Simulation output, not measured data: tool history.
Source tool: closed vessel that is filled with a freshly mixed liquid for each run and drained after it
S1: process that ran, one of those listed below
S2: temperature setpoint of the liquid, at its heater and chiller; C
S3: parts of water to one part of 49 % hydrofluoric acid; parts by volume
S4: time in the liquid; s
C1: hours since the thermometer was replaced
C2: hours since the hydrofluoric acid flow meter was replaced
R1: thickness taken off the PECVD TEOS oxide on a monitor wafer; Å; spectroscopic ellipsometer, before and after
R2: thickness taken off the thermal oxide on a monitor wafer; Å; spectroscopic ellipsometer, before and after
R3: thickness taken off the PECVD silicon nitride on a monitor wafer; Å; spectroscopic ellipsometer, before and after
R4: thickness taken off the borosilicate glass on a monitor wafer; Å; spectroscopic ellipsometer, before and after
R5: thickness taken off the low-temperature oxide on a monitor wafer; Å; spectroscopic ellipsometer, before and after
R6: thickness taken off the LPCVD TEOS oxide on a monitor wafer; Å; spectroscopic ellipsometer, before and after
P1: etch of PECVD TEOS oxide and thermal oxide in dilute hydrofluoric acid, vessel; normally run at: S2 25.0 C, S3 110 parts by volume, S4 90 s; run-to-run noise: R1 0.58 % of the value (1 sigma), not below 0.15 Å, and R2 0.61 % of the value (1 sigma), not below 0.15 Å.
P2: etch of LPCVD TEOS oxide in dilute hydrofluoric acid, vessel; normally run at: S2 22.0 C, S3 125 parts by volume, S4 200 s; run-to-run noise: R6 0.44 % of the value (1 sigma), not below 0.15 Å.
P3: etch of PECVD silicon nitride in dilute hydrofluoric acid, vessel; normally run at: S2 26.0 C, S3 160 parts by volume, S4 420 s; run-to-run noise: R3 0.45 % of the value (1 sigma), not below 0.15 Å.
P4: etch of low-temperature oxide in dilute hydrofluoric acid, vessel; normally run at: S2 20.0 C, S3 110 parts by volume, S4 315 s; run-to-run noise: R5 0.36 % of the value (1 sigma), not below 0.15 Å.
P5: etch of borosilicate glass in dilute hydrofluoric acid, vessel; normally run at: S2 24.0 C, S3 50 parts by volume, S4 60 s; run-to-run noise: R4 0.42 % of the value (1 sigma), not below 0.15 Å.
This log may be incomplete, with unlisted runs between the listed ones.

run	hour	S1	S2	S3	S4	C1	C2	R1	R2	R3	R4	R5	R6
1	7.9	P1	25.0	110	90	465.8	571.2	159.330	39.361				
2	16.2	P3	21.5	160	420	474.1	579.5			57.826			
3	29.1	P5	17.0	50	60	487.0	592.4				314.89		
4	41.8	P1	25.0	45	90	499.7	605.1	427.120	104.240				
5	56.1	P4	20.0	35	315	514.0	619.4					889.40	
6	66.1	P2	22.0	205	200	524.0	629.4						142.98
7	80.9	P5	24.0	50	60	538.8	644.2				424.25		
8	95.1	P3	26.0	60	420	553.0	658.4			205.090			
9	110.8	P4	27.5	110	315	568.7	674.1					349.20	
10	125.0	P1	25.0	195	50	582.9	688.3	45.910	11.181				
11	135.3	P1	25.0	180	90	593.2	698.6	89.432	22.136				
12	143.6	P3	26.0	160	420	601.5	706.9			76.585			
13	155.1	P1	25.0	110	90	613.0	718.4	158.690	39.509				
14	163.7	P1	25.0	110	90	621.6	727.0	159.710	39.323				
15	174.8	P3	26.0	160	835	632.7	738.1			153.230			
16	183.6	P5	24.0	90	60	641.5	746.9				223.12		
17	199.8	P2	22.0	125	345	657.7	763.1						443.50
18	213.9	P3	26.0	160	420	671.8	777.2			76.875			
19	225.2	P2	17.0	125	200	683.1	788.5						207.99
20	233.2	P1	25.0	110	30	691.1	796.5	53.304	13.373				
21	242.1	P1	25.0	110	165	700.0	805.4	291.200	72.210				
22	254.4	P1	25.0	110	90	712.3	817.7	160.250	39.774				
23	264.4	P1	21.5	110	90	722.3	827.7	138.860	34.570				
24	273.9	P4	20.0	110	315	731.8	837.2					257.95	
25	282.6	P4	20.0	110	315	740.5	845.9					260.48	
26	293.8	P4	20.0	110	535	751.7	857.1					440.05	
27	308.1	P5	24.0	50	60	766.0	871.4				425.96		
28	321.0	P1	25.0	110	90	778.9	884.3	158.750	39.377				
29	337.7	P5	24.0	50	90	795.6	901.0				629.72		
30	347.7	P2	22.0	125	200	805.6	911.0						256.98
31	358.8	P1	29.0	110	90	816.7	922.1	186.480	45.361				
32	372.0	P1	25.0	110	90	829.9	935.3	158.180	40.385				
33	387.0	P1	25.0	110	90	844.9	950.3	165.360	40.831				
34	399.7	P1	25.0	110	90	857.6	963.0	165.000	40.772				
35	414.0	P1	25.0	110	90	871.9	977.3	168.510	41.468				
36	429.7	P1	25.0	110	90	887.6	993.0	168.050	41.835				
37	438.0	P1	25.0	110	90	895.9	1001.3	166.710	42.239				
38	449.2	P1	25.0	110	90	907.1	1012.5	168.980	41.474				
39	463.0	P1	25.0	110	90	920.9	1026.3	168.670	42.004				
40	476.3	P1	25.0	110	90	934.2	1039.6	168.800	41.917				

Compared with where it was, what P1 gives has crept away. Each cause listed below fits the log as well as the rest, at the size given for it:
A: hydrofluoric acid flow above the setpoint (%) = 4.94
B: liquid hotter than its thermometer reads (K) = 1.42
The creep began at about hour 372.0.

The check runs listed below each take one wafer, and their results are still question marks. Under which run would the listed causes lead to clearly different results?
check 1	489.6	P4	26.5	110	315							?	
check 2	489.6	P3	26.0	75	810					?			
check 3	489.6	P2	22.0	180	295								?
check 4	489.6	P5	20.5	90	60						?		

Check results expected under each cause:
check	result	if A	if B
check 1	R5	354.09	353.84
check 2	R3	330.760	345.980
check 3	R6	262.19	261.35
check 4	R4	204.21	205.22
How far apart the two closest causes lie, in the result that separates them most: check 1 0.07 %; check 2 4.5 %; check 3 0.32 %; check 4 0.49 %
Of the check runs offered, only check 2 discriminates between the causes; the rest would read about the same regardless of which cause applies.

Running check 2 produced the following: R3 329.200 Å. Which one of the listed causes fits?

It is A: hydrofluoric acid flow above the setpoint (%).
